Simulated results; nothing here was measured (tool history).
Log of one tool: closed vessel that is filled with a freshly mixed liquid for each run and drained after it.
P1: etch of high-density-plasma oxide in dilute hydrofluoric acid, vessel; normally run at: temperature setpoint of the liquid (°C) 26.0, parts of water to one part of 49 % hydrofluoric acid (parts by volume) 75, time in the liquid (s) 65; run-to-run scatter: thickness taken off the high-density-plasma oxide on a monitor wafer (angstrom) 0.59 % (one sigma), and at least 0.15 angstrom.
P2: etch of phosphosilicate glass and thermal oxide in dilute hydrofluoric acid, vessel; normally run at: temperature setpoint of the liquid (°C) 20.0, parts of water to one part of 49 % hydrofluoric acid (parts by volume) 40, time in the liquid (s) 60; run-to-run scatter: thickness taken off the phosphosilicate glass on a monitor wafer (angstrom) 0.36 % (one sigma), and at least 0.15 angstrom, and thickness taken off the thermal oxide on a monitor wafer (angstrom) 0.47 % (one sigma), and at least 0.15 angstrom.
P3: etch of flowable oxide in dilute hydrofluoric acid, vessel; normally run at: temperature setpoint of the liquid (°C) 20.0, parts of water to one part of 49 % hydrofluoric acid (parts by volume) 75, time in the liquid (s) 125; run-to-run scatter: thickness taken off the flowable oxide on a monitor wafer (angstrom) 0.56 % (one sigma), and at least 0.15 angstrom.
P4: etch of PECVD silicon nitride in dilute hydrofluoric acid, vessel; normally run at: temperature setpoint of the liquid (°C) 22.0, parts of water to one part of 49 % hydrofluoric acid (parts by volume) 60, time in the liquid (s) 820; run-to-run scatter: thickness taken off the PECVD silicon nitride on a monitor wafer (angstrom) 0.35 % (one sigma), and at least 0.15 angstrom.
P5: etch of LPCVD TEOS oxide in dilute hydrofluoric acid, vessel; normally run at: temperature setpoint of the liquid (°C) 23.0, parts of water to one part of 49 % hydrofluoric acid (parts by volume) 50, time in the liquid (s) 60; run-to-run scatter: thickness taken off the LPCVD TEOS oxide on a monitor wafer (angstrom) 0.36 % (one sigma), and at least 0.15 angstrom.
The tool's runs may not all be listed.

run,hour,process that ran,temperature setpoint of the liquid (°C),parts of water to one part of 49 % hydrofluoric acid (parts by volume),time in the liquid (s),hours since the thermometer was replaced,hours since the hydrofluoric acid flow meter was replaced,thickness taken off the high-density-plasma oxide on a monitor wafer (angstrom),thickness taken off the phosphosilicate glass on a monitor wafer (angstrom),thickness taken off the thermal oxide on a monitor wafer (angstrom),thickness taken off the LPCVD TEOS oxide on a monitor wafer (angstrom),thickness taken off the flowable oxide on a monitor wafer (angstrom),thickness taken off the PECVD silicon nitride on a monitor wafer (angstrom)
1,7.8,P1,26.0,75,65,1481.4,799.1,54.594,,,,,
2,18.0,P2,17.0,40,60,1491.6,809.3,,943.79,56.128,,,
3,30.9,P1,26.0,75,65,1504.5,822.2,55.255,,,,,
4,39.8,P1,26.0,115,65,1513.4,831.1,33.924,,,,,
# hour 48.9: hydrofluoric acid flow meter replaced
5,49.1,P1,26.0,75,65,1522.7,0.3,55.032,,,,,
6,56.5,P5,23.0,50,60,1530.1,7.7,,,,422.41,,
7,70.4,P1,26.0,75,65,1544.0,21.6,55.021,,,,,
8,78.4,P5,17.0,50,60,1552.0,29.6,,,,328.40,,
9,86.6,P1,30.0,115,65,1560.2,37.8,39.213,,,,,
10,98.7,P1,30.0,75,65,1572.3,49.9,64.796,,,,,
11,109.9,P3,20.0,75,60,1583.5,61.1,,,,,212.00,
12,118.1,P1,26.0,75,30,1591.7,69.3,25.238,,,,,
13,127.3,P4,30.0,60,820,1600.9,78.5,,,,,,423.060
14,140.7,P5,23.0,50,60,1614.3,91.9,,,,423.94,,
15,150.8,P5,23.0,75,60,1624.4,102.0,,,,273.50,,
16,158.4,P5,23.0,50,30,1632.0,109.6,,,,210.61,,
17,171.1,P1,26.0,75,65,1644.7,122.3,54.649,,,,,
18,179.9,P1,18.5,75,65,1653.5,131.1,40.370,,,,,
19,189.7,P2,20.0,65,60,1663.3,140.9,,635.63,38.314,,,
20,199.7,P2,20.0,40,60,1673.3,150.9,,1059.20,64.073,,,
21,213.3,P4,22.0,95,820,1686.9,164.5,,,,,,159.790
22,223.6,P1,26.0,75,130,1697.2,174.8,109.800,,,,,
23,237.7,P4,22.0,60,820,1711.3,188.9,,,,,,249.050
24,245.9,P4,22.0,60,270,1719.5,197.1,,,,,,82.053
25,258.6,P1,26.0,75,65,1732.2,209.8,54.798,,,,,
26,270.5,P2,20.0,40,100,1744.1,221.7,,1782.20,106.840,,,
27,284.7,P3,26.5,75,125,1758.3,235.9,,,,,577.67,
28,293.3,P1,21.5,115,65,1766.9,244.5,28.284,,,,,
29,300.1,P3,20.0,35,125,1773.7,251.3,,,,,983.36,
30,311.6,P3,20.0,75,125,1785.2,262.8,,,,,439.04,
31,320.9,P1,26.0,20,65,1794.5,272.1,221.370,,,,,
32,332.9,P1,26.0,75,65,1806.5,284.1,54.987,,,,,
33,343.9,P1,26.0,75,65,1817.5,295.1,56.470,,,,,
34,357.8,P1,26.0,75,65,1831.4,309.0,57.840,,,,,
35,370.7,P1,26.0,75,65,1844.3,321.9,58.168,,,,,
36,384.8,P1,26.0,75,65,1858.4,336.0,58.875,,,,,
37,394.7,P1,26.0,75,65,1868.3,345.9,57.760,,,,,
38,402.1,P1,26.0,75,65,1875.7,353.3,58.810,,,,,
39,408.6,P1,26.0,75,65,1882.2,359.8,59.284,,,,,
40,422.8,P1,26.0,75,65,1896.4,374.0,58.622,,,,,

What P1 gives has crept away from where it was. These 2 causes fit the log equally well, each at the size given:
A: liquid hotter than its thermometer reads (K) = 1.91
B: hydrofluoric acid flow above the setpoint (%) = 7.07
The creep began at about hour 332.9.

4 check runs are offered, one wafer each, their results left as question marks. Which one tells the causes apart?
check 1,437.0,P4,28.0,90,820,,,,,,,,?
check 2,437.0,P5,23.0,75,30,,,,,,?,,
check 3,437.0,P2,20.0,60,60,,,,?,?,,,
check 4,437.0,P3,20.0,45,60,,,,,,,?,

What each check would give under each cause:
check,result,if A,if B
check 1,thickness taken off the PECVD silicon nitride on a monitor wafer (angstrom),281.250,266.610
check 2,thickness taken off the LPCVD TEOS oxide on a monitor wafer (angstrom),147.42,147.03
check 3,thickness taken off the phosphosilicate glass on a monitor wafer (angstrom),752.44,747.23
check 3,thickness taken off the thermal oxide on a monitor wafer (angstrom),45.151,44.838
check 4,thickness taken off the flowable oxide on a monitor wafer (angstrom),395.50,391.97
How far apart the two closest causes lie, in the result that separates them most: check 1 5.34 %; check 2 0.26 %; check 3 0.7 %; check 4 0.89 %
Check 1 tells the causes apart: in the others they would give nearly the same result.

Then check 1 was run and gave: thickness taken off the PECVD silicon nitride on a monitor wafer (angstrom) 281.220. Which cause is it?

It is A: liquid hotter than its thermometer reads (K).

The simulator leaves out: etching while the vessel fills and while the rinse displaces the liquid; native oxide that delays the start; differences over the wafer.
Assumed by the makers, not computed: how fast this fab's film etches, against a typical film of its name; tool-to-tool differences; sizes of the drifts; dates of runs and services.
